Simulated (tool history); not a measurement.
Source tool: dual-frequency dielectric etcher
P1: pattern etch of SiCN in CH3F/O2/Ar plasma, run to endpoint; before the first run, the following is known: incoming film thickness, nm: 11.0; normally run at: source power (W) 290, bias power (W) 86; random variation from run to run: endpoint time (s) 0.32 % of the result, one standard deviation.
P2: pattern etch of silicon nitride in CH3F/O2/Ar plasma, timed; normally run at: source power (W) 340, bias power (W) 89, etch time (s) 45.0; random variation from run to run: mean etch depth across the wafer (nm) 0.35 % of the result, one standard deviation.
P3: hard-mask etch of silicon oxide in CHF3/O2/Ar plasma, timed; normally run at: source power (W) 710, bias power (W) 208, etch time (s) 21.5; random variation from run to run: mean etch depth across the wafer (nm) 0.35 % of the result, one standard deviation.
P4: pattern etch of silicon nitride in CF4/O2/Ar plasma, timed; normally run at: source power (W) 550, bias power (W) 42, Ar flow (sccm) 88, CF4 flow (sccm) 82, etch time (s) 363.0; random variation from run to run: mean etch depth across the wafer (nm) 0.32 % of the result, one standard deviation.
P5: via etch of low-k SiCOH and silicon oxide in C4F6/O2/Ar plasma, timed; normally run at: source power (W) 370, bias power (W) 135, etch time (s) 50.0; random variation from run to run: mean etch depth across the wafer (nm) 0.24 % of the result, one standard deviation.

run   hour  process that ran  source power (W)  bias power (W)  Ar flow (sccm)  CF4 flow (sccm)  etch time (s)  hours since the last wet clean  hours since the last source power generator calibration  hours since the last bias power generator calibration  endpoint time (s)  mean etch depth across the wafer (nm)
  1    7.9                P1               290              86                                                                           265.6                                                   1869.6                                                 1156.4             30.748
  2   16.4                P4               550              42              88               82          363.0                           274.1                                                   1878.1                                                 1164.9                                                   706.850
  3   27.3                P4               550              42              88               82          227.5                           285.0                                                   1889.0                                                 1175.8                                                   442.240
  4   38.0                P2               340              89                                            61.0                           295.7                                                   1899.7                                                 1186.5                                                    42.749
  5   43.6                P3               710             208                                            21.5                           301.3                                                   1905.3                                                 1192.1                                                    46.965
  6   51.2                P2               340              89                                            45.0                           308.9                                                   1912.9                                                 1199.7                                                    31.399
      54.0  -- wet clean of the chamber
  7   56.8                P4               550              42             117               82          363.0                             2.8                                                   1918.5                                                 1205.3                                                   678.840
  8   65.8                P2               430              89                                            45.0                            11.8                                                   1927.5                                                 1214.3                                                    34.235
  9   73.6                P1               240              86                                                                            19.6                                                   1935.3                                                 1222.1             32.873
 10   81.3                P5               370              79                                            50.0                            27.3                                                   1943.0                                                 1229.8                                                    97.828
 11   88.4                P3               710             208                                            21.5                            34.4                                                   1950.1                                                 1236.9                                                    46.948
 12   98.2                P1               380              86                                                                            44.2                                                   1959.9                                                 1246.7             27.732
 13  108.7                P3               900             208                                            21.5                            54.7                                                   1970.4                                                 1257.2                                                    51.356
 14  116.2                P5               370             135                                            39.0                            62.2                                                   1977.9                                                 1264.7                                                    88.477
 15  124.9                P5               370             135                                            50.0                            70.9                                                   1986.6                                                 1273.4                                                   113.350
 16  133.7                P1               290              66                                                                            79.7                                                   1995.4                                                 1282.2             33.932
 17  142.5                P1               290              86                                                                            88.5                                                   2004.2                                                 1291.0             30.592
 18  152.9                P4               550              34              88               82          363.0                            98.9                                                   2014.6                                                 1301.4                                                   658.610
 19  160.4                P3               710             291                                            21.5                           106.4                                                   2022.1                                                 1308.9                                                    52.697
 20  169.5                P4               320              42              88               82          363.0                           115.5                                                   2031.2                                                 1318.0                                                   442.010
 21  178.2                P1               290              86                                                                           124.2                                                   2039.9                                                 1326.7             30.595
 22  185.4                P1               290              86                                                                           131.4                                                   2047.1                                                 1333.9             30.585
 23  195.6                P2               340             107                                            45.0                           141.6                                                   2057.3                                                 1344.1                                                    33.772
 24  204.1                P1               290             116                                                                           150.1                                                   2065.8                                                 1352.6             27.305
 25  214.9                P1               360             115                                                                           160.9                                                   2076.6                                                 1363.4             25.434
 26  225.1                P5               280             135                                            50.0                           171.1                                                   2086.8                                                 1373.6                                                   101.330
 27  231.5                P3               710             208                                            14.5                           177.5                                                   2093.2                                                 1380.0                                                    31.478
 28  241.5                P4               550              42              88              115          363.0                           187.5                                                   2103.2                                                 1390.0                                                   738.410
 29  246.9                P1               290              86                                                                           192.9                                                   2108.6                                                 1395.4             30.759
 30  253.8                P1               290              86                                                                           199.8                                                   2115.5                                                 1402.3             30.769
 31  258.6                P1               290              86                                                                           204.6                                                   2120.3                                                 1407.1             30.942
 32  263.7                P1               290              86                                                                           209.7                                                   2125.4                                                 1412.2             30.936
 33  271.9                P1               290              86                                                                           217.9                                                   2133.6                                                 1420.4             31.068
 34  280.2                P1               290              86                                                                           226.2                                                   2141.9                                                 1428.7             31.106
     280.7  -- wet clean of the chamber
 35  291.2                P1               290              86                                                                            10.5                                                   2152.9                                                 1439.7             31.136
 36  301.4                P1               290              86                                                                            20.7                                                   2163.1                                                 1449.9             31.106
 37  311.1                P1               290              86                                                                            30.4                                                   2172.8                                                 1459.6             31.324

Something has made what P1 gives creep away from where it was; the 2 causes below, each at its own stated size, fit the log equally well:
A: bias power that arrives under what is set, % = 4.46
B: source power that arrives under what is set, % = 4.5
The process output started creeping at around hour 246.9.
The rest of the possible causes, and what rules out each one:
chamber walls in a state that lowers the etch rate, %: work on it at hour 280.7, done after the drift set in, did not restore what the process gave before

Of the 4 check runs listed below, each run on one wafer and each result written as a question mark, which would let you distinguish the listed causes because they would give clearly different results?
check 1  320.8                P4               550              42              88               82          363.0                                                                                                                                                                                                         ?
check 2  320.8                P3               710             208                                            21.5                                                                                                                                                                                                         ?
check 3  320.8                P5               370             135                                            50.0                                                                                                                                                                                                         ?
check 4  320.8                P2               340              89                                            45.0                                                                                                                                                                                                         ?

How each check would come out, cause by cause:
  check                                 result     if A     if B
check 1  mean etch depth across the wafer (nm)  695.230  678.800
check 2  mean etch depth across the wafer (nm)   46.113   46.022
check 3  mean etch depth across the wafer (nm)  111.970  111.450
check 4  mean etch depth across the wafer (nm)   30.970   30.948
Gap, in per cent, between the two causes that each check separates least, read from the result that separates them most: check 1 2.39 %; check 2 0.2 %; check 3 0.47 %; check 4 0.07 %
The causes can be told apart only by check 1. The other checks would give nearly the same results under each of them.

Check 1 was carried out, with these results: mean etch depth across the wafer (nm) 690.740. Which of the listed causes is responsible?

It was cause A: bias power that arrives under what is set, %.

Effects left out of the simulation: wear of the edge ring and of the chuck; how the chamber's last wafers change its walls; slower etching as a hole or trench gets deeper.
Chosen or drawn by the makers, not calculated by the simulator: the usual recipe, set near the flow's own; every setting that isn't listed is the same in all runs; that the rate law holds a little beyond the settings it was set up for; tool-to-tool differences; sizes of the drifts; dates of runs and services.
